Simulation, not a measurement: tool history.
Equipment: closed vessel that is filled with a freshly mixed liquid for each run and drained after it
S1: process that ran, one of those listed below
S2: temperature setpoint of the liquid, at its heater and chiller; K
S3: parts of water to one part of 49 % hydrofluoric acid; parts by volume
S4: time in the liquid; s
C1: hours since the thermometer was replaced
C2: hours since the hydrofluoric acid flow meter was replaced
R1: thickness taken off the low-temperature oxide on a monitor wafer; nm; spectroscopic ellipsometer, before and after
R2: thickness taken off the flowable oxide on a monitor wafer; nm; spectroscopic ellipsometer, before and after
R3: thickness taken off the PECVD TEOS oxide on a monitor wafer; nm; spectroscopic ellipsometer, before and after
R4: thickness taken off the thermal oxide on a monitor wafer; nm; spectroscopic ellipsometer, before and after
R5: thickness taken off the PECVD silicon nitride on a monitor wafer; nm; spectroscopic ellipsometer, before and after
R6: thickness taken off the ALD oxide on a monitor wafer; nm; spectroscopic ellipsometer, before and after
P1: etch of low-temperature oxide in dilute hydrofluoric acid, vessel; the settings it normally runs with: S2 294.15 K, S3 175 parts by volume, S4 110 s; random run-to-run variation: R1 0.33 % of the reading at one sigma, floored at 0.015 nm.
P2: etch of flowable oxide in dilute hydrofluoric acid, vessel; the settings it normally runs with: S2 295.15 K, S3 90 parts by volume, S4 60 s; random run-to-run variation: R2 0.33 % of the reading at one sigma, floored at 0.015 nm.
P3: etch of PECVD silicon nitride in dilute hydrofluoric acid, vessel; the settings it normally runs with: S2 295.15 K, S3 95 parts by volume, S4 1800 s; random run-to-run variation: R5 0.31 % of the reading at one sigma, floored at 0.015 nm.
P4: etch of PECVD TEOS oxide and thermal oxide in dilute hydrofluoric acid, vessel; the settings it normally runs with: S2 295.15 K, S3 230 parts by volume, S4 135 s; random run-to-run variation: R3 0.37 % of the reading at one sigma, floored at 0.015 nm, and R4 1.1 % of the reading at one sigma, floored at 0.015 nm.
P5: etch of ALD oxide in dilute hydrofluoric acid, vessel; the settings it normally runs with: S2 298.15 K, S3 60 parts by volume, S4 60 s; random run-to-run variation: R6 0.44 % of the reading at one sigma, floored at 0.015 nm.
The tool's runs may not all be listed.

Run 1, hour 3.6: S1 P1, S2 294.15 K, S3 175 parts by volume, S4 110 s; C1 358.5; C2 787.7. Result: R1 17.8250 nm.
Run 2, hour 6.7: S1 P2, S2 295.15 K, S3 130 parts by volume, S4 60 s; C1 361.6; C2 790.8. Result: R2 14.427 nm.
Run 3, hour 12.1: S1 P4, S2 295.15 K, S3 95 parts by volume, S4 135 s; C1 367.0; C2 796.2. Result: R3 37.6660 nm, R4 6.29780 nm.
Run 4, hour 16.3: S1 P3, S2 302.65 K, S3 95 parts by volume, S4 1800 s; C1 371.2; C2 800.4. Result: R5 46.418 nm.
Run 5, hour 21.7: S1 P1, S2 294.15 K, S3 175 parts by volume, S4 110 s; C1 376.6; C2 805.8. Result: R1 17.8720 nm.
Run 6, hour 27.1: S1 P3, S2 295.15 K, S3 55 parts by volume, S4 1800 s; C1 382.0; C2 811.2. Result: R5 48.265 nm.
Run 7, hour 30.3: S1 P2, S2 295.15 K, S3 90 parts by volume, S4 30 s; C1 385.2; C2 814.4. Result: R2 10.893 nm.
Run 8, hour 33.6: S1 P1, S2 294.15 K, S3 175 parts by volume, S4 55 s; C1 388.5; C2 817.7. Result: R1 8.9237 nm.
Run 9, hour 36.6: S1 P4, S2 295.15 K, S3 230 parts by volume, S4 30 s; C1 391.5; C2 820.7. Result: R3 2.9747 nm, R4 0.51004 nm.
Run 10, hour 42.0: S1 P4, S2 295.15 K, S3 230 parts by volume, S4 135 s; C1 396.9; C2 826.1. Result: R3 13.3790 nm, R4 2.27410 nm.
Run 11, hour 47.5: S1 P1, S2 294.15 K, S3 305 parts by volume, S4 110 s; C1 402.4; C2 831.6. Result: R1 9.0759 nm.
Run 12, hour 52.0: S1 P1, S2 294.15 K, S3 175 parts by volume, S4 110 s; C1 406.9; C2 836.1. Result: R1 17.8640 nm.
Run 13, hour 57.5: S1 P1, S2 294.15 K, S3 175 parts by volume, S4 110 s; C1 412.4; C2 841.6. Result: R1 17.8660 nm.
Run 14, hour 61.5: S1 P5, S2 298.15 K, S3 100 parts by volume, S4 60 s; C1 416.4; C2 845.6. Result: R6 9.9897 nm.
Run 15, hour 64.2: S1 P2, S2 295.15 K, S3 90 parts by volume, S4 60 s; C1 419.1; C2 848.3. Result: R2 21.949 nm.
Run 16, hour 69.7: S1 P4, S2 290.15 K, S3 230 parts by volume, S4 135 s; C1 424.6; C2 853.8. Result: R3 11.0230 nm, R4 1.83830 nm.
Run 17, hour 72.6: S1 P1, S2 294.15 K, S3 175 parts by volume, S4 110 s; C1 427.5; C2 856.7. Result: R1 17.8470 nm.
Run 18, hour 77.2: S1 P1, S2 294.15 K, S3 175 parts by volume, S4 190 s; C1 432.1; C2 861.3. Result: R1 30.9990 nm.
Run 19, hour 80.8: S1 P1, S2 294.15 K, S3 175 parts by volume, S4 110 s; C1 435.7; C2 864.9. Result: R1 17.9430 nm.
Run 20, hour 83.9: S1 P5, S2 298.15 K, S3 60 parts by volume, S4 60 s; C1 438.8; C2 868.0. Result: R6 17.4080 nm.
Run 21, hour 89.1: S1 P2, S2 299.65 K, S3 90 parts by volume, S4 60 s; C1 444.0; C2 873.2. Result: R2 26.214 nm.
Run 22, hour 93.5: S1 P1, S2 294.15 K, S3 175 parts by volume, S4 110 s; C1 448.4; C2 877.6. Result: R1 17.8930 nm.
Run 23, hour 96.0: S1 P5, S2 298.15 K, S3 60 parts by volume, S4 60 s; C1 450.9; C2 880.1. Result: R6 17.3040 nm.
Run 24, hour 99.9: S1 P3, S2 295.15 K, S3 95 parts by volume, S4 1800 s; C1 454.8; C2 884.0. Result: R5 28.336 nm.
Run 25, hour 104.9: S1 P1, S2 300.15 K, S3 175 parts by volume, S4 110 s; C1 459.8; C2 889.0. Result: R1 22.3970 nm.
Run 26, hour 108.4: S1 P3, S2 295.15 K, S3 95 parts by volume, S4 3155 s; C1 463.3; C2 892.5. Result: R5 49.527 nm.
Run 27, hour 112.1: S1 P4, S2 295.15 K, S3 230 parts by volume, S4 135 s; C1 467.0; C2 896.2. Result: R3 13.4130 nm, R4 2.24640 nm.
Run 28, hour 117.0: S1 P3, S2 295.15 K, S3 95 parts by volume, S4 1800 s; C1 471.9; C2 901.1. Result: R5 28.265 nm.
Run 29, hour 121.9: S1 P5, S2 298.15 K, S3 60 parts by volume, S4 35 s; C1 476.8; C2 906.0. Result: R6 10.1110 nm.
Run 30, hour 125.0: S1 P1, S2 294.15 K, S3 105 parts by volume, S4 110 s; C1 479.9; C2 909.1. Result: R1 31.8600 nm.
Run 31, hour 127.8: S1 P5, S2 294.15 K, S3 60 parts by volume, S4 60 s; C1 482.7; C2 911.9. Result: R6 14.7610 nm.
Run 32, hour 130.7: S1 P1, S2 290.65 K, S3 175 parts by volume, S4 35 s; C1 485.6; C2 914.8. Result: R1 4.9072 nm.
Run 33, hour 134.2: S1 P1, S2 290.15 K, S3 175 parts by volume, S4 110 s; C1 489.1; C2 918.3. Result: R1 15.2270 nm.
Run 34, hour 137.3: S1 P1, S2 294.15 K, S3 175 parts by volume, S4 110 s; C1 492.2; C2 921.4. Result: R1 17.9310 nm.
Run 35, hour 141.9: S1 P1, S2 294.15 K, S3 175 parts by volume, S4 110 s; C1 496.8; C2 926.0. Result: R1 18.3640 nm.
Run 36, hour 146.2: S1 P1, S2 294.15 K, S3 175 parts by volume, S4 110 s; C1 501.1; C2 930.3. Result: R1 18.5400 nm.
Run 37, hour 149.7: S1 P1, S2 294.15 K, S3 175 parts by volume, S4 110 s; C1 504.6; C2 933.8. Result: R1 18.8680 nm.
Run 38, hour 155.3: S1 P1, S2 294.15 K, S3 175 parts by volume, S4 110 s; C1 510.2; C2 939.4. Result: R1 18.8950 nm.
Run 39, hour 159.7: S1 P1, S2 294.15 K, S3 175 parts by volume, S4 110 s; C1 514.6; C2 943.8. Result: R1 19.0530 nm.
Run 40, hour 163.8: S1 P1, S2 294.15 K, S3 175 parts by volume, S4 110 s; C1 518.7; C2 947.9. Result: R1 19.1050 nm.
Run 41, hour 168.4: S1 P1, S2 294.15 K, S3 175 parts by volume, S4 110 s; C1 523.3; C2 952.5. Result: R1 19.1190 nm.
Run 42, hour 173.6: S1 P1, S2 294.15 K, S3 175 parts by volume, S4 110 s; C1 528.5; C2 957.7. Result: R1 19.1700 nm.
Run 43, hour 178.0: S1 P1, S2 294.15 K, S3 175 parts by volume, S4 110 s; C1 532.9; C2 962.1. Result: R1 19.1000 nm.

Compared with where it was, what P1 gives has crept away. Each cause listed below fits the log as well as the rest, at the size given for it:
A: liquid hotter than its thermometer reads (K) = 1.88
B: hydrofluoric acid flow above the setpoint (%) = 6.33
Creep in the process output first set in at about hour 137.3.

Question marks stand in for the results of the 4 check runs listed below, each run on one wafer. Under which run would the listed causes show clearly different results?
Run check 1, hour 182.4: S1 P5, S2 298.15 K, S3 60 parts by volume, S4 60 s. Result: R6 ?.
Run check 2, hour 182.4: S1 P4, S2 295.15 K, S3 230 parts by volume, S4 135 s. Result: R3 ?, R4 ?.
Run check 3, hour 182.4: S1 P2, S2 295.15 K, S3 90 parts by volume, S4 60 s. Result: R2 ?.
Run check 4, hour 182.4: S1 P3, S2 295.15 K, S3 95 parts by volume, S4 1800 s. Result: R5 ?.

Outcome of each check run for each possible cause:
  check  result     if A     if B
check 1      R6  18.7410  18.5660
check 2      R3  14.3410  14.4290
check 2      R4  2.42870  2.44350
check 3      R2   23.556   23.370
check 4      R5   32.056   30.040
Distance between the nearest two causes, measured in the result of the check that separates them most: check 1 0.94 %; check 2 0.61 %; check 3 0.79 %; check 4 6.5 %
The other checks would show nearly matching results whichever cause is true, so check 4 is the only one that separates the causes.

The results of check 4 are: R5 32.072 nm. Based on these, which of the listed causes is it?

A is the cause: liquid hotter than its thermometer reads (K).
